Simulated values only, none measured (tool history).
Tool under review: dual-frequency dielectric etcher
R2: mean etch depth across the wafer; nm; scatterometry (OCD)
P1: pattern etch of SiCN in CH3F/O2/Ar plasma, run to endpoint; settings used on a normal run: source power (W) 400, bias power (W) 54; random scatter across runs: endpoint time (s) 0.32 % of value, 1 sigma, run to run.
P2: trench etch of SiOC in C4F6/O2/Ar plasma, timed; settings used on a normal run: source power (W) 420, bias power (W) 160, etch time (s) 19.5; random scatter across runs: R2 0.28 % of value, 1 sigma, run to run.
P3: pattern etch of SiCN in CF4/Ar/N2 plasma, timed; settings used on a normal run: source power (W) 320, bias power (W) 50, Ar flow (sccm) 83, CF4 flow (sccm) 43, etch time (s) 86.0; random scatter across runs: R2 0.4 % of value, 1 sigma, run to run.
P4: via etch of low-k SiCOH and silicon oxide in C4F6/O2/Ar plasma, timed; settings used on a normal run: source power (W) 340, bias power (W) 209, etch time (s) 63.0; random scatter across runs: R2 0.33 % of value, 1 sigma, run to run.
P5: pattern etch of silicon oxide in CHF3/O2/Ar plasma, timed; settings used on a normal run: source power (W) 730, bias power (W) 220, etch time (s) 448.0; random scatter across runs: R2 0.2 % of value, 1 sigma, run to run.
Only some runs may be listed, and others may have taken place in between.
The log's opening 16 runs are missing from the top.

{"run": 17, "day": 6.825, "process that ran": "P1", "source power (W)": 400, "bias power (W)": 68, "endpoint time (s)": 24.018}
{"run": 18, "day": 7.2, "process that ran": "P3", "source power (W)": 320, "bias power (W)": 50, "etch time (s)": 86.0, "Ar flow (sccm)": 52, "CF4 flow (sccm)": 43, "R2": 46.09}
{"run": 19, "day": 7.596, "process that ran": "P4", "source power (W)": 240, "bias power (W)": 209, "etch time (s)": 63.0, "R2": 140.78}
{"run": 20, "day": 8.167, "process that ran": "P1", "source power (W)": 400, "bias power (W)": 54, "endpoint time (s)": 26.062}
{"run": 21, "day": 8.646, "process that ran": "P4", "source power (W)": 340, "bias power (W)": 209, "etch time (s)": 91.5, "R2": 232.71}
{"run": 22, "day": 9.138, "process that ran": "P2", "source power (W)": 260, "bias power (W)": 160, "etch time (s)": 19.5, "R2": 33.593}
{"run": 23, "day": 9.579, "process that ran": "P2", "source power (W)": 420, "bias power (W)": 103, "etch time (s)": 19.5, "R2": 35.46}
{"run": 24, "day": 9.917, "process that ran": "P3", "source power (W)": 320, "bias power (W)": 50, "etch time (s)": 86.0, "Ar flow (sccm)": 83, "CF4 flow (sccm)": 31, "R2": 39.867}
{"run": 25, "day": 10.283, "process that ran": "P5", "source power (W)": 730, "bias power (W)": 220, "etch time (s)": 275.5, "R2": 619.32}
{"run": 26, "day": 10.562, "process that ran": "P3", "source power (W)": 320, "bias power (W)": 50, "etch time (s)": 128.5, "Ar flow (sccm)": 83, "CF4 flow (sccm)": 43, "R2": 63.43}
{"run": 27, "day": 11.067, "process that ran": "P5", "source power (W)": 730, "bias power (W)": 165, "etch time (s)": 448.0, "R2": 915.53}
{"run": 28, "day": 11.633, "process that ran": "P2", "source power (W)": 420, "bias power (W)": 160, "etch time (s)": 19.5, "R2": 40.352}
{"run": 29, "day": 11.908, "process that ran": "P1", "source power (W)": 400, "bias power (W)": 54, "endpoint time (s)": 26.077}
{"run": 30, "day": 12.3, "process that ran": "P1", "source power (W)": 400, "bias power (W)": 54, "endpoint time (s)": 26.047}
{"run": 31, "day": 12.642, "process that ran": "P1", "source power (W)": 400, "bias power (W)": 54, "endpoint time (s)": 26.276}
{"run": 32, "day": 13.05, "process that ran": "P1", "source power (W)": 400, "bias power (W)": 54, "endpoint time (s)": 26.287}
{"run": 33, "day": 13.496, "process that ran": "P1", "source power (W)": 400, "bias power (W)": 54, "endpoint time (s)": 26.331}
{"run": 34, "day": 13.85, "process that ran": "P1", "source power (W)": 400, "bias power (W)": 54, "endpoint time (s)": 26.375}
{"day": 14.267, "done": "wet clean of the chamber"}
{"run": 35, "day": 14.283, "process that ran": "P1", "source power (W)": 400, "bias power (W)": 54, "endpoint time (s)": 26.235}
{"run": 36, "day": 14.775, "process that ran": "P1", "source power (W)": 400, "bias power (W)": 54, "endpoint time (s)": 26.424}
{"run": 37, "day": 15.258, "process that ran": "P1", "source power (W)": 400, "bias power (W)": 54, "endpoint time (s)": 26.445}

Run 38 is up next; what results do you expect?
{"run": 38, "day": 15.583, "process that ran": "P1", "source power (W)": 400, "bias power (W)": 54, "endpoint time (s)": "?"}

Run 38 came out at endpoint time (s) 26.441.
